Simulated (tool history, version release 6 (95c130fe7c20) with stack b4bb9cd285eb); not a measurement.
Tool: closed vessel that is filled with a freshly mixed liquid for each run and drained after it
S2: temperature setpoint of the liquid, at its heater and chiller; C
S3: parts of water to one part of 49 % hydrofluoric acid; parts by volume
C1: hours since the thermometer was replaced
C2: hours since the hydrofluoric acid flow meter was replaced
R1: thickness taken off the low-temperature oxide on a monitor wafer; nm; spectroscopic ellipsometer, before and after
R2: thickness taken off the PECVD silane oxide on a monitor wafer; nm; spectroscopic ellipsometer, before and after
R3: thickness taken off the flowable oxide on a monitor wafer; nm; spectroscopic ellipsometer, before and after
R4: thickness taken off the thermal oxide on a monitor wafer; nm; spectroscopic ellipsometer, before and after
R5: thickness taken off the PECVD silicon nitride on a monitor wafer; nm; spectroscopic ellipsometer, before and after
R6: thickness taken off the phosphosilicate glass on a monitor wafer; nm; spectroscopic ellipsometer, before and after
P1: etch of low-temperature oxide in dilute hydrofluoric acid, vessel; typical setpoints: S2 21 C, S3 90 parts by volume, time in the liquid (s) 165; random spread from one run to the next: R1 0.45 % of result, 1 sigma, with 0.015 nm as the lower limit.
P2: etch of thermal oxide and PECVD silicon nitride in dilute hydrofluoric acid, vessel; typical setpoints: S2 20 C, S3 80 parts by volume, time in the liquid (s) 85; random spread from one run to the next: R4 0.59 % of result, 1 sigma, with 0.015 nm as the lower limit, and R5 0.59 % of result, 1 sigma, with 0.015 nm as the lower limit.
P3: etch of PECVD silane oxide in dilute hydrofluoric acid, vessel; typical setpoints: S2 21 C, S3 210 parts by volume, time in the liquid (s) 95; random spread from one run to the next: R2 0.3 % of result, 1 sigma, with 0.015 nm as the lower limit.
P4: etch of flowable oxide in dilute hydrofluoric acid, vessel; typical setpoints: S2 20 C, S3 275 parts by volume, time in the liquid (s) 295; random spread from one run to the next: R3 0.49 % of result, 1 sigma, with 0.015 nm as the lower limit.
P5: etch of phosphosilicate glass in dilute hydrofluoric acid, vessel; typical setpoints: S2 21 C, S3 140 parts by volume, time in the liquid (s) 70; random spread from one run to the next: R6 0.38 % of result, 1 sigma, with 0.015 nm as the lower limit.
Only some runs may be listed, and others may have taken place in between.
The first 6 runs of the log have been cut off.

Run 7, hour 63: process that ran P2, S2 20 C, S3 80 parts by volume, time in the liquid (s) 85; C1 483.3; C2 223.1. Result: R4 4.3743 nm, R5 3.6254 nm.
Run 8, hour 72.9: process that ran P3, S2 21 C, S3 210 parts by volume, time in the liquid (s) 30; C1 493.2; C2 233. Result: R2 2.1216 nm.
Run 9, hour 80.4: process that ran P1, S2 21 C, S3 90 parts by volume, time in the liquid (s) 165; C1 500.7; C2 240.5. Result: R1 37.86 nm.
Run 10, hour 86.1: process that ran P4, S2 20 C, S3 275 parts by volume, time in the liquid (s) 295; C1 506.4; C2 246.2. Result: R3 22.172 nm.
Run 11, hour 96.1: process that ran P1, S2 21 C, S3 90 parts by volume, time in the liquid (s) 165; C1 516.4; C2 256.2. Result: R1 38.04 nm.
Run 12, hour 103.9: process that ran P3, S2 21 C, S3 210 parts by volume, time in the liquid (s) 95; C1 524.2; C2 264. Result: R2 6.809 nm.
Run 13, hour 112.7: process that ran P2, S2 20 C, S3 130 parts by volume, time in the liquid (s) 85; C1 533; C2 272.8. Result: R4 2.5408 nm, R5 2.2537 nm.
Run 14, hour 118.2: process that ran P1, S2 21 C, S3 90 parts by volume, time in the liquid (s) 165; C1 538.5; C2 278.3. Result: R1 38.188 nm.
Run 15, hour 123.9: process that ran P1, S2 21 C, S3 90 parts by volume, time in the liquid (s) 165; C1 544.2; C2 284. Result: R1 38.404 nm.
Run 16, hour 132.7: process that ran P1, S2 21 C, S3 165 parts by volume, time in the liquid (s) 165; C1 553; C2 292.8. Result: R1 19.129 nm.
Run 17, hour 141.4: process that ran P1, S2 21 C, S3 50 parts by volume, time in the liquid (s) 165; C1 561.7; C2 301.5. Result: R1 71.663 nm.
Run 18, hour 147.2: process that ran P4, S2 20 C, S3 275 parts by volume, time in the liquid (s) 85; C1 567.5; C2 307.3. Result: R3 6.3855 nm.
Run 19, hour 159.2: process that ran P5, S2 21 C, S3 140 parts by volume, time in the liquid (s) 70; C1 579.5; C2 319.3. Result: R6 35.71 nm.
Run 20, hour 165: process that ran P1, S2 17 C, S3 160 parts by volume, time in the liquid (s) 165; C1 585.3; C2 325.1. Result: R1 16.854 nm.
Run 21, hour 171.2: process that ran P5, S2 21 C, S3 40 parts by volume, time in the liquid (s) 70; C1 591.5; C2 331.3. Result: R6 139.69 nm.
Run 22, hour 178.2: process that ran P3, S2 21 C, S3 360 parts by volume, time in the liquid (s) 95; C1 598.5; C2 338.3. Result: R2 3.4835 nm.
Run 23, hour 185.1: process that ran P1, S2 21 C, S3 90 parts by volume, time in the liquid (s) 285; C1 605.4; C2 345.2. Result: R1 65.724 nm.
Run 24, hour 195.5: process that ran P1, S2 21 C, S3 90 parts by volume, time in the liquid (s) 90; C1 615.8; C2 355.6. Result: R1 20.621 nm.
Run 25, hour 200.7: process that ran P5, S2 17 C, S3 140 parts by volume, time in the liquid (s) 70; C1 621; C2 360.8. Result: R6 30.24 nm.

The next listed run, before its measurement:
Run 26, hour 212.3: process that ran P1, S2 27 C, S3 90 parts by volume, time in the liquid (s) 165; C1 632.6; C2 372.4. Result: R1 ?.

{"run 26": {"R1": 48.612}}

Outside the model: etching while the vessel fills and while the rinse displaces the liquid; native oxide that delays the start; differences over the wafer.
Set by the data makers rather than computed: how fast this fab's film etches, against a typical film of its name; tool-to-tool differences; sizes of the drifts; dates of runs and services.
